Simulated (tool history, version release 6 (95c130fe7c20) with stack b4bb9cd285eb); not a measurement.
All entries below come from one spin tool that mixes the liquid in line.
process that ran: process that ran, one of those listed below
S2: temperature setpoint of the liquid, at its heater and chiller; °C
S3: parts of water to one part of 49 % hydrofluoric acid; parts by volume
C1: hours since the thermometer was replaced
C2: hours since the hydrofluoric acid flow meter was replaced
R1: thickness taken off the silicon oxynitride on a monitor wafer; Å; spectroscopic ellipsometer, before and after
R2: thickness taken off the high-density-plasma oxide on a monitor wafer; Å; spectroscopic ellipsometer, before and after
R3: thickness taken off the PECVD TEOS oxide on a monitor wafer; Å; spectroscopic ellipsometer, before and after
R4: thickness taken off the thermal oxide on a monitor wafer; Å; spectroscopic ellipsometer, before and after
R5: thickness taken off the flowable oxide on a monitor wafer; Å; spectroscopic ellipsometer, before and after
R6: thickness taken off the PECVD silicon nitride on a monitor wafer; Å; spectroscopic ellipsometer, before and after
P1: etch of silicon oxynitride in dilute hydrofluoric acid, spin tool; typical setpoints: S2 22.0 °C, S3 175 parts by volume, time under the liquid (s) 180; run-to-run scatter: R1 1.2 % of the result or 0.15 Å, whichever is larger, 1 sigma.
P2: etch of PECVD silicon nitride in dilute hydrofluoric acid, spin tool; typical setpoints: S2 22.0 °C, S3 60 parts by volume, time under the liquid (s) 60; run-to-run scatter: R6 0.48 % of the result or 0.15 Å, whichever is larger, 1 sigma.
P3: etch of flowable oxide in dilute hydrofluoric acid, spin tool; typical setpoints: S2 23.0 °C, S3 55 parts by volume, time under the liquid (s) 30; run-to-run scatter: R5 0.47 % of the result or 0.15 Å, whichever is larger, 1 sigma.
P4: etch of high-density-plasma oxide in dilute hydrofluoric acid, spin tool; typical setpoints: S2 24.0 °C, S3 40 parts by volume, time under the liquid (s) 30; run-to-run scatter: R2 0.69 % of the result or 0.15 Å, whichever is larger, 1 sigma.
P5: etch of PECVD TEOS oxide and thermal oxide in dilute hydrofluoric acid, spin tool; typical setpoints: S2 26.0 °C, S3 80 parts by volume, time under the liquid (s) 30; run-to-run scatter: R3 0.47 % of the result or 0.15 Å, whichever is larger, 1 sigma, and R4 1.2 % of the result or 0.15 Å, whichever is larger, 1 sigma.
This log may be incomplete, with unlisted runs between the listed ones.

{"run": 1, "hour": 5.1, "process that ran": "P1", "S2": 22.0, "S3": 175, "time under the liquid (s)": 180, "C1": 695.6, "C2": 587.7, "R1": 19.227}
{"run": 2, "hour": 15.7, "process that ran": "P4", "S2": 24.0, "S3": 40, "time under the liquid (s)": 30, "C1": 706.2, "C2": 598.3, "R2": 41.379}
{"run": 3, "hour": 25.5, "process that ran": "P4", "S2": 24.0, "S3": 40, "time under the liquid (s)": 30, "C1": 716.0, "C2": 608.1, "R2": 41.717}
{"run": 4, "hour": 32.7, "process that ran": "P5", "S2": 26.0, "S3": 30, "time under the liquid (s)": 30, "C1": 723.2, "C2": 615.3, "R3": 213.7, "R4": 56.005}
{"run": 5, "hour": 43.2, "process that ran": "P1", "S2": 22.0, "S3": 175, "time under the liquid (s)": 180, "C1": 733.7, "C2": 625.8, "R1": 18.853}
{"run": 6, "hour": 53.8, "process that ran": "P5", "S2": 26.0, "S3": 80, "time under the liquid (s)": 30, "C1": 744.3, "C2": 636.4, "R3": 74.582, "R4": 19.204}
{"run": 7, "hour": 60.8, "process that ran": "P1", "S2": 17.0, "S3": 175, "time under the liquid (s)": 180, "C1": 751.3, "C2": 643.4, "R1": 14.941}
{"run": 8, "hour": 66.7, "process that ran": "P1", "S2": 22.0, "S3": 45, "time under the liquid (s)": 50, "C1": 757.2, "C2": 649.3, "R1": 22.395}
{"run": 9, "hour": 77.7, "process that ran": "P3", "S2": 17.0, "S3": 55, "time under the liquid (s)": 30, "C1": 768.2, "C2": 660.3, "R5": 176.48}
{"run": 10, "hour": 87.2, "process that ran": "P1", "S2": 22.0, "S3": 175, "time under the liquid (s)": 60, "C1": 777.7, "C2": 669.8, "R1": 6.6261}
{"hour": 94.1, "done": "thermometer replaced"}
{"run": 11, "hour": 97.0, "process that ran": "P2", "S2": 22.0, "S3": 60, "time under the liquid (s)": 60, "C1": 3.0, "C2": 679.6, "R6": 45.526}
{"run": 12, "hour": 104.1, "process that ran": "P3", "S2": 23.0, "S3": 25, "time under the liquid (s)": 30, "C1": 10.1, "C2": 686.7, "R5": 520.65}
{"run": 13, "hour": 109.6, "process that ran": "P3", "S2": 23.0, "S3": 55, "time under the liquid (s)": 30, "C1": 15.6, "C2": 692.2, "R5": 229.15}
{"run": 14, "hour": 115.2, "process that ran": "P5", "S2": 26.0, "S3": 80, "time under the liquid (s)": 15, "C1": 21.2, "C2": 697.8, "R3": 37.156, "R4": 9.9534}
{"run": 15, "hour": 126.4, "process that ran": "P5", "S2": 26.0, "S3": 80, "time under the liquid (s)": 30, "C1": 32.4, "C2": 709.0, "R3": 74.636, "R4": 19.567}
{"run": 16, "hour": 134.6, "process that ran": "P1", "S2": 22.0, "S3": 175, "time under the liquid (s)": 180, "C1": 40.6, "C2": 717.2, "R1": 18.975}
{"run": 17, "hour": 142.7, "process that ran": "P1", "S2": 22.0, "S3": 175, "time under the liquid (s)": 180, "C1": 48.7, "C2": 725.3, "R1": 19.445}
{"run": 18, "hour": 148.2, "process that ran": "P1", "S2": 28.0, "S3": 245, "time under the liquid (s)": 180, "C1": 54.2, "C2": 730.8, "R1": 16.659}
{"run": 19, "hour": 158.3, "process that ran": "P1", "S2": 22.0, "S3": 175, "time under the liquid (s)": 335, "C1": 64.3, "C2": 740.9, "R1": 34.721}
{"run": 20, "hour": 165.8, "process that ran": "P2", "S2": 22.0, "S3": 100, "time under the liquid (s)": 60, "C1": 71.8, "C2": 748.4, "R6": 27.621}
{"run": 21, "hour": 174.8, "process that ran": "P1", "S2": 22.0, "S3": 70, "time under the liquid (s)": 180, "C1": 80.8, "C2": 757.4, "R1": 50.629}
{"run": 22, "hour": 181.3, "process that ran": "P1", "S2": 26.0, "S3": 175, "time under the liquid (s)": 180, "C1": 87.3, "C2": 763.9, "R1": 22.57}
{"run": 23, "hour": 191.9, "process that ran": "P4", "S2": 18.0, "S3": 40, "time under the liquid (s)": 30, "C1": 97.9, "C2": 774.5, "R2": 31.876}
{"run": 24, "hour": 199.2, "process that ran": "P3", "S2": 23.0, "S3": 55, "time under the liquid (s)": 55, "C1": 105.2, "C2": 781.8, "R5": 417.45}
{"run": 25, "hour": 208.5, "process that ran": "P3", "S2": 23.0, "S3": 55, "time under the liquid (s)": 30, "C1": 114.5, "C2": 791.1, "R5": 226.86}
{"run": 26, "hour": 219.3, "process that ran": "P4", "S2": 24.0, "S3": 40, "time under the liquid (s)": 60, "C1": 125.3, "C2": 801.9, "R2": 82.614}
{"run": 27, "hour": 225.6, "process that ran": "P5", "S2": 20.5, "S3": 80, "time under the liquid (s)": 30, "C1": 131.6, "C2": 808.2, "R3": 59.568, "R4": 15.527}
{"run": 28, "hour": 233.9, "process that ran": "P4", "S2": 24.0, "S3": 70, "time under the liquid (s)": 30, "C1": 139.9, "C2": 816.5, "R2": 22.244}
{"run": 29, "hour": 244.7, "process that ran": "P2", "S2": 17.0, "S3": 60, "time under the liquid (s)": 60, "C1": 150.7, "C2": 827.3, "R6": 32.062}
{"run": 30, "hour": 250.9, "process that ran": "P2", "S2": 22.0, "S3": 60, "time under the liquid (s)": 25, "C1": 156.9, "C2": 833.5, "R6": 19.035}
{"run": 31, "hour": 256.6, "process that ran": "P1", "S2": 22.0, "S3": 175, "time under the liquid (s)": 180, "C1": 162.6, "C2": 839.2, "R1": 19.076}
{"run": 32, "hour": 263.5, "process that ran": "P1", "S2": 22.0, "S3": 320, "time under the liquid (s)": 180, "C1": 169.5, "C2": 846.1, "R1": 9.6656}
{"run": 33, "hour": 269.2, "process that ran": "P1", "S2": 22.0, "S3": 175, "time under the liquid (s)": 180, "C1": 175.2, "C2": 851.8, "R1": 19.035}
{"run": 34, "hour": 276.8, "process that ran": "P1", "S2": 22.0, "S3": 175, "time under the liquid (s)": 180, "C1": 182.8, "C2": 859.4, "R1": 19.665}
{"run": 35, "hour": 282.2, "process that ran": "P1", "S2": 22.0, "S3": 175, "time under the liquid (s)": 180, "C1": 188.2, "C2": 864.8, "R1": 20.056}
{"run": 36, "hour": 288.2, "process that ran": "P1", "S2": 22.0, "S3": 175, "time under the liquid (s)": 180, "C1": 194.2, "C2": 870.8, "R1": 19.989}
{"run": 37, "hour": 296.7, "process that ran": "P1", "S2": 22.0, "S3": 175, "time under the liquid (s)": 180, "C1": 202.7, "C2": 879.3, "R1": 20.222}

What does the tool deliver on the next run?
{"run": 38, "hour": 302.1, "process that ran": "P1", "S2": 22.0, "S3": 175, "time under the liquid (s)": 180, "C1": 208.1, "C2": 884.7, "R1": "?"}

R1: 20.2680 Å

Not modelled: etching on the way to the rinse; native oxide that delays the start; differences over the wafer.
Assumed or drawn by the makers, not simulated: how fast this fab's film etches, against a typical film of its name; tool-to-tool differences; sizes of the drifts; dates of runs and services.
